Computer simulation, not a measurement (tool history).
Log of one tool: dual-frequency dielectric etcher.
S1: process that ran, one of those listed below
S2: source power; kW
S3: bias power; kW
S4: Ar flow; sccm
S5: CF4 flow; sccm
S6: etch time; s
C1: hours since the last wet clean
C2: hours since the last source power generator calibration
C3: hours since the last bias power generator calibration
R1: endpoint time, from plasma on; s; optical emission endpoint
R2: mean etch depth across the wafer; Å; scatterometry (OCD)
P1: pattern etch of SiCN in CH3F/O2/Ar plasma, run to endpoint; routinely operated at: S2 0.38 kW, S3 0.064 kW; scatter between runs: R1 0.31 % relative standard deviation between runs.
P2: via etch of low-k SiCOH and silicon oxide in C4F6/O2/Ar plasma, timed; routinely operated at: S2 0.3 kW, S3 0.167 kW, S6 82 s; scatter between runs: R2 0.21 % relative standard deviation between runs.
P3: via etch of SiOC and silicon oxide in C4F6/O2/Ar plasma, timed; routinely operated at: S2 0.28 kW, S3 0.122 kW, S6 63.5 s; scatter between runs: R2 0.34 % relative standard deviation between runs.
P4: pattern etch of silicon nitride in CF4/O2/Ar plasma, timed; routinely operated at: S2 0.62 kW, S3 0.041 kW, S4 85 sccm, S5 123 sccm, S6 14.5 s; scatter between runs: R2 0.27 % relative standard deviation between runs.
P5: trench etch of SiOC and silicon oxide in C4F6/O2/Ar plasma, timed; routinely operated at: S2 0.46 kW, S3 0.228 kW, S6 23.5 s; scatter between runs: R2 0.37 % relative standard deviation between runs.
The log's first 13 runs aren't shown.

run	day	S1	S2	S3	S4	S5	S6	C1	C2	C3	R1	R2
14	5.546	P2	0.3	0.134			82	201.9	2685.5	1045.7		1844.7
15	6.054	P2	0.3	0.167			82	214.1	2697.7	1057.9		1981.7
16	6.538	P1	0.49	0.047				225.7	2709.3	1069.5	35.494	
17	6.821	P3	0.28	0.171			63.5	232.5	2716.1	1076.3		592.23
18	7.233	P2	0.3	0.167			48.5	242.4	2726	1086.2		1169.5
19	7.792	P5	0.46	0.228			23.5	255.8	2739.4	1099.6		532.19
20	8.183	P1	0.38	0.064				265.2	2748.8	1109	35.488	
21	8.554	P1	0.48	0.064				274.1	2757.7	1117.9	32.37	
22	9.088	P5	0.46	0.27			23.5	286.9	2770.5	1130.7		566.14
23	9.371	P3	0.39	0.122			63.5	293.7	2777.3	1137.5		608.08
24	9.883	P4	0.46	0.041	85	123	14.5	306	2789.6	1149.8		248.49
25	10.362	P4	0.62	0.041	66	123	14.5	317.5	2801.1	1161.3		334.98
26	10.767	P5	0.58	0.228			23.5	327.2	2810.8	1171		583.16
27	11.238	P2	0.38	0.167			82	338.5	2822.1	1182.3		2162.2
28	11.762	P1	0.38	0.064				351.1	2834.7	1194.9	35.433	
29	12.233	P1	0.29	0.064				362.4	2846	1206.2	39.413	

The next listed run, before its measurement:
30	12.812	P1	0.38	0.064				376.3	2859.9	1220.1	?	

R1: 35.513 s
